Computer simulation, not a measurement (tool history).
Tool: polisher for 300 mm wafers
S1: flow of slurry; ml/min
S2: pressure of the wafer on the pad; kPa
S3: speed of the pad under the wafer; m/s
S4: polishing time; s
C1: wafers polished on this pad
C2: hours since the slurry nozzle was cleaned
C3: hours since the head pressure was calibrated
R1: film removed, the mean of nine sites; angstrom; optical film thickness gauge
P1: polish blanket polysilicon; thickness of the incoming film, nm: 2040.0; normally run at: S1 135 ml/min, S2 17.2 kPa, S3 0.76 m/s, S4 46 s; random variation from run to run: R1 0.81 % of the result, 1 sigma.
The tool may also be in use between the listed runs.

run	hour	S1	S2	S3	S4	C1	C2	C3	R1
1	3.4	135	17.2	0.76	46	421	340.9	430.3	2831.3
2	10.5	185	17.2	0.76	46	517	348.0	437.4	2974.7
3	13.8	135	17.2	0.76	66	562	351.3	440.7	4094.1
4	20.5	135	17.2	0.76	46	652	358.0	447.4	2835.7
5	27.2	135	17.2	0.76	46	742	364.7	454.1	2818.8
6	30.5	135	17.2	0.76	46	787	368.0	457.4	2816.0
7	35.5	80	17.2	0.76	46	855	373.0	462.4	2493.6
8	40.8	135	17.2	0.76	46	926	378.3	467.7	2832.8
9	47.5	135	17.2	0.34	46	1017	385.0	474.4	1279.1
10	53.8	135	7.6	0.76	46	1102	391.3	480.7	1224.2
11	60.6	135	17.2	0.76	29	1193	398.1	487.5	1789.9
# hour 64.9: head pressure recalibrated
12	66.2	90	17.2	0.76	30	1269	403.7	1.4	1718.8
13	73.4	190	17.2	1.04	46	1366	410.9	8.6	4075.5
14	77.3	135	24.8	0.76	46	1419	414.8	12.5	4072.2
15	80.9	135	17.2	1.10	46	1467	418.4	16.1	4136.6

The next listed run, before its measurement:
16	85.1	135	17.2	0.76	46	1524	422.6	20.3	?

R1: 2825.4 angstrom
